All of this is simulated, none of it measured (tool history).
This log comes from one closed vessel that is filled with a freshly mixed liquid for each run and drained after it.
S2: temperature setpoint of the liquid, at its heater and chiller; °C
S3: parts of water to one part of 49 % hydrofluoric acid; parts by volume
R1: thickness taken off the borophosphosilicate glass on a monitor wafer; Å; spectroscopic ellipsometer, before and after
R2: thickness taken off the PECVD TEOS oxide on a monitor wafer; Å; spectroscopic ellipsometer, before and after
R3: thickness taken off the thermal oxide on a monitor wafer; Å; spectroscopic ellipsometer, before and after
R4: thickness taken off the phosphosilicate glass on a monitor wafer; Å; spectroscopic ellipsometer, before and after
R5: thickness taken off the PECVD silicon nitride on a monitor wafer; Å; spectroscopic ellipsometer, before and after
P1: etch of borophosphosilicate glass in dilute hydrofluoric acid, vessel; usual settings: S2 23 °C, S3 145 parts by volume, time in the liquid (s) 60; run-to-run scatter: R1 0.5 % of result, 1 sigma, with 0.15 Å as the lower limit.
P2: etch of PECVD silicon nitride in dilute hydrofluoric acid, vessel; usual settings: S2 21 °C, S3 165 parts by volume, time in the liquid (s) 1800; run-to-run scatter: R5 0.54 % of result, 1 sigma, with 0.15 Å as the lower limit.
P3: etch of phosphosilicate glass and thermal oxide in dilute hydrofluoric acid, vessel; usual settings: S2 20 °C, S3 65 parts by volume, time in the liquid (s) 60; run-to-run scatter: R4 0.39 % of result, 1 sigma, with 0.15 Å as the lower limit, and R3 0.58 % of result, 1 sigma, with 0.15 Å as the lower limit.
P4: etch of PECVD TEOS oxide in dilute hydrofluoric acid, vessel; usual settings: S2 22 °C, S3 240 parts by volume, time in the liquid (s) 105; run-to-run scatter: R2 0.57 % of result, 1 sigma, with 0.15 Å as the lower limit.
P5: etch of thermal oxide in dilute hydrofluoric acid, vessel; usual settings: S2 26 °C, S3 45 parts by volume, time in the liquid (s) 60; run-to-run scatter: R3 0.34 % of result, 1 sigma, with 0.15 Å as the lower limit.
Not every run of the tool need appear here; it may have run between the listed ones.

{"run": 1, "hour": 10.9, "process that ran": "P1", "S2": 23, "S3": 145, "time in the liquid (s)": 60, "R1": 173.25}
{"run": 2, "hour": 25.9, "process that ran": "P1", "S2": 23, "S3": 85, "time in the liquid (s)": 60, "R1": 316.75}
{"run": 3, "hour": 35.0, "process that ran": "P4", "S2": 22, "S3": 240, "time in the liquid (s)": 155, "R2": 130.45}
{"run": 4, "hour": 44.1, "process that ran": "P4", "S2": 22, "S3": 70, "time in the liquid (s)": 105, "R2": 363.2}
{"run": 5, "hour": 53.3, "process that ran": "P5", "S2": 26, "S3": 45, "time in the liquid (s)": 105, "R3": 126.8}
{"run": 6, "hour": 69.7, "process that ran": "P1", "S2": 23, "S3": 145, "time in the liquid (s)": 60, "R1": 173.92}
{"run": 7, "hour": 85.4, "process that ran": "P4", "S2": 27, "S3": 240, "time in the liquid (s)": 105, "R2": 106.49}
{"run": 8, "hour": 96.1, "process that ran": "P1", "S2": 23, "S3": 220, "time in the liquid (s)": 30, "R1": 52.92}
{"run": 9, "hour": 103.5, "process that ran": "P3", "S2": 20, "S3": 105, "time in the liquid (s)": 60, "R3": 24.333, "R4": 980.77}
{"run": 10, "hour": 111.8, "process that ran": "P4", "S2": 22, "S3": 240, "time in the liquid (s)": 105, "R2": 88.266}
{"run": 11, "hour": 121.3, "process that ran": "P3", "S2": 20, "S3": 65, "time in the liquid (s)": 60, "R3": 41.683, "R4": 1664.9}
{"run": 12, "hour": 135.8, "process that ran": "P1", "S2": 18.5, "S3": 145, "time in the liquid (s)": 60, "R1": 146.67}
{"run": 13, "hour": 147.2, "process that ran": "P2", "S2": 29, "S3": 165, "time in the liquid (s)": 1800, "R5": 414.32}
{"run": 14, "hour": 163.9, "process that ran": "P1", "S2": 28, "S3": 145, "time in the liquid (s)": 60, "R1": 210.42}
{"run": 15, "hour": 175.6, "process that ran": "P1", "S2": 17, "S3": 145, "time in the liquid (s)": 30, "R1": 68.998}
{"run": 16, "hour": 184.5, "process that ran": "P3", "S2": 20, "S3": 65, "time in the liquid (s)": 110, "R3": 75.721, "R4": 3079.3}
{"run": 17, "hour": 197.1, "process that ran": "P1", "S2": 23, "S3": 145, "time in the liquid (s)": 60, "R1": 174.97}
{"run": 18, "hour": 204.7, "process that ran": "P1", "S2": 23, "S3": 145, "time in the liquid (s)": 60, "R1": 176.45}
{"run": 19, "hour": 219.7, "process that ran": "P5", "S2": 26, "S3": 45, "time in the liquid (s)": 60, "R3": 72.368}
{"run": 20, "hour": 234.9, "process that ran": "P5", "S2": 26, "S3": 65, "time in the liquid (s)": 60, "R3": 49.17}
{"run": 21, "hour": 243.7, "process that ran": "P2", "S2": 21, "S3": 165, "time in the liquid (s)": 1800, "R5": 249.36}
{"run": 22, "hour": 259.8, "process that ran": "P2", "S2": 21, "S3": 165, "time in the liquid (s)": 930, "R5": 128.47}
{"run": 23, "hour": 274.5, "process that ran": "P1", "S2": 23, "S3": 145, "time in the liquid (s)": 60, "R1": 174.41}
{"run": 24, "hour": 287.8, "process that ran": "P5", "S2": 33.5, "S3": 45, "time in the liquid (s)": 60, "R3": 97.757}
{"run": 25, "hour": 300.0, "process that ran": "P2", "S2": 21, "S3": 165, "time in the liquid (s)": 1800, "R5": 247.6}
{"run": 26, "hour": 310.8, "process that ran": "P1", "S2": 23, "S3": 145, "time in the liquid (s)": 30, "R1": 87.098}
{"run": 27, "hour": 325.5, "process that ran": "P1", "S2": 23, "S3": 195, "time in the liquid (s)": 60, "R1": 123.25}
{"run": 28, "hour": 341.6, "process that ran": "P2", "S2": 21, "S3": 35, "time in the liquid (s)": 1800, "R5": 1130.2}
{"run": 29, "hour": 350.3, "process that ran": "P3", "S2": 25, "S3": 65, "time in the liquid (s)": 60, "R3": 49.961, "R4": 2046.5}
{"run": 30, "hour": 360.3, "process that ran": "P3", "S2": 20, "S3": 65, "time in the liquid (s)": 60, "R3": 41.277, "R4": 1671.4}
{"run": 31, "hour": 371.5, "process that ran": "P1", "S2": 23, "S3": 145, "time in the liquid (s)": 90, "R1": 262.08}
{"run": 32, "hour": 387.0, "process that ran": "P1", "S2": 23, "S3": 145, "time in the liquid (s)": 60, "R1": 174.75}
{"run": 33, "hour": 400.3, "process that ran": "P1", "S2": 23, "S3": 145, "time in the liquid (s)": 60, "R1": 180.77}
{"run": 34, "hour": 416.9, "process that ran": "P1", "S2": 23, "S3": 145, "time in the liquid (s)": 60, "R1": 184.57}
{"run": 35, "hour": 428.3, "process that ran": "P1", "S2": 23, "S3": 145, "time in the liquid (s)": 60, "R1": 185.11}
{"run": 36, "hour": 443.5, "process that ran": "P1", "S2": 23, "S3": 145, "time in the liquid (s)": 60, "R1": 186.54}
{"run": 37, "hour": 451.2, "process that ran": "P1", "S2": 23, "S3": 145, "time in the liquid (s)": 60, "R1": 187.18}
{"run": 38, "hour": 462.0, "process that ran": "P1", "S2": 23, "S3": 145, "time in the liquid (s)": 60, "R1": 188.01}
{"run": 39, "hour": 475.6, "process that ran": "P1", "S2": 23, "S3": 145, "time in the liquid (s)": 60, "R1": 186.99}
{"run": 40, "hour": 483.2, "process that ran": "P1", "S2": 23, "S3": 145, "time in the liquid (s)": 60, "R1": 187.94}

P1 no longer gives what it gave before; its output has crept away from where it was. The following 2 causes, each at its listed size, fit the log equally well:
A: hydrofluoric acid flow above the setpoint (%) = 6.71
B: liquid hotter than its thermometer reads (K) = 1.97
The process output started creeping at around hour 387.

4 check runs are offered, one wafer each, their results left as question marks. Which one tells the causes apart?
{"run": "check 1", "hour": 490.8, "process that ran": "P2", "S2": 21, "S3": 165, "time in the liquid (s)": 1190, "R5": "?"}
{"run": "check 2", "hour": 490.8, "process that ran": "P5", "S2": 31, "S3": 45, "time in the liquid (s)": 60, "R3": "?"}
{"run": "check 3", "hour": 490.8, "process that ran": "P4", "S2": 26.5, "S3": 240, "time in the liquid (s)": 105, "R2": "?"}
{"run": "check 4", "hour": 490.8, "process that ran": "P3", "S2": 23.5, "S3": 95, "time in the liquid (s)": 60, "R3": "?", "R4": "?"}

Check results expected under each cause:
check=check_1 result=R5 if_A=175.21 if_B=187
check=check_2 result=R3 if_A=95.28 if_B=95.951
check=check_3 result=R2 if_A=112.41 if_B=110.92
check=check_4 result=R3 if_A=33.737 if_B=33.931
check=check_4 result=R4 if_A=1367.4 if_B=1375.3
Separation of the two closest causes in each check, using whichever result separates them best: check 1 6.51 %; check 2 0.7 %; check 3 1.34 %; check 4 0.58 %
Check 1 is the one run that separates the causes; every other check would come out nearly the same whichever cause is at work.

Check 1 was then run and gave: R5 186.94 Å. Which cause is it?

The cause is B: liquid hotter than its thermometer reads (K).
